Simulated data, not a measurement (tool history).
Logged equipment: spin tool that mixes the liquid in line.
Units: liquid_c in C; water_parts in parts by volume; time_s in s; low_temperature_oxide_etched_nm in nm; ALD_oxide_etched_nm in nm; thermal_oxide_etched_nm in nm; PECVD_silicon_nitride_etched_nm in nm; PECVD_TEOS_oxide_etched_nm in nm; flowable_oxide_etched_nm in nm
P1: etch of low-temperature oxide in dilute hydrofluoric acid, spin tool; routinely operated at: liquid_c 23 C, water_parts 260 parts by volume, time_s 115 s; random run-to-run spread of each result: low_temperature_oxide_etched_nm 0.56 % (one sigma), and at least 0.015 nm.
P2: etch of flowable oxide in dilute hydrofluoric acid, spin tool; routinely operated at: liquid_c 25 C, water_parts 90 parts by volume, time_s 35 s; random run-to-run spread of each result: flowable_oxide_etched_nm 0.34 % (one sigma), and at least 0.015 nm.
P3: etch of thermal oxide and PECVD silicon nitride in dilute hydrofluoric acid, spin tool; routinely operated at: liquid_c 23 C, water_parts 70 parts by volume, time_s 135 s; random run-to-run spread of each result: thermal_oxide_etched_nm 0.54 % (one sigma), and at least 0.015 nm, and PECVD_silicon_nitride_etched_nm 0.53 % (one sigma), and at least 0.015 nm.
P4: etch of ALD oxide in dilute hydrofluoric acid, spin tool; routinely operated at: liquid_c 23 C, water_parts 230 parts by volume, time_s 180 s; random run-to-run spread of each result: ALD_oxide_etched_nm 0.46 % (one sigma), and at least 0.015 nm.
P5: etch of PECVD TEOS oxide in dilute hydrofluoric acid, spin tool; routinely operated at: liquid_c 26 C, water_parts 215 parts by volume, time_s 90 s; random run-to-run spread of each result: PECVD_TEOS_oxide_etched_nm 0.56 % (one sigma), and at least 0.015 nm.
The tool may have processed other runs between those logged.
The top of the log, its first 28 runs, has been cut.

run     day  process  liquid_c  water_parts  time_s  low_temperature_oxide_etched_nm  ALD_oxide_etched_nm  thermal_oxide_etched_nm  PECVD_silicon_nitride_etched_nm  PECVD_TEOS_oxide_etched_nm  flowable_oxide_etched_nm
 29  12.292       P2        25          160      35                                                                                                                                                                4.7926
 30  12.675       P1        23          260     115                           10.711
 31  13.067       P1        23          260     115                           10.772
 32  13.496       P3      29.5           70     135                                                                          10.77                           15.349
 33  13.892       P5        26          215      90                                                                                                                                      4.8048
 34  14.158       P4        23          385     180                                                 7.071
 35  14.417       P1        23          260     115                           10.791
 36  14.958       P1        23          260     115                           10.437
 37  15.383       P1        23          260     115                           10.217
 38  15.704       P1        23          260     115                           10.135
 39  16.096       P1        23          260     115                           10.085
 40  16.538       P1        23          260     115                           9.9118
 41  17.071       P1        23          260     115                            9.872
 42  17.571       P1        23          260     115                           9.8277
 43  17.867       P1        23          260     115                           9.9023
 44  18.304       P1        23          260     115                           9.9905

For run 45, what comes out?
 45  18.838       P1        23          260     115                                ?

low_temperature_oxide_etched_nm: 9.7099 nm

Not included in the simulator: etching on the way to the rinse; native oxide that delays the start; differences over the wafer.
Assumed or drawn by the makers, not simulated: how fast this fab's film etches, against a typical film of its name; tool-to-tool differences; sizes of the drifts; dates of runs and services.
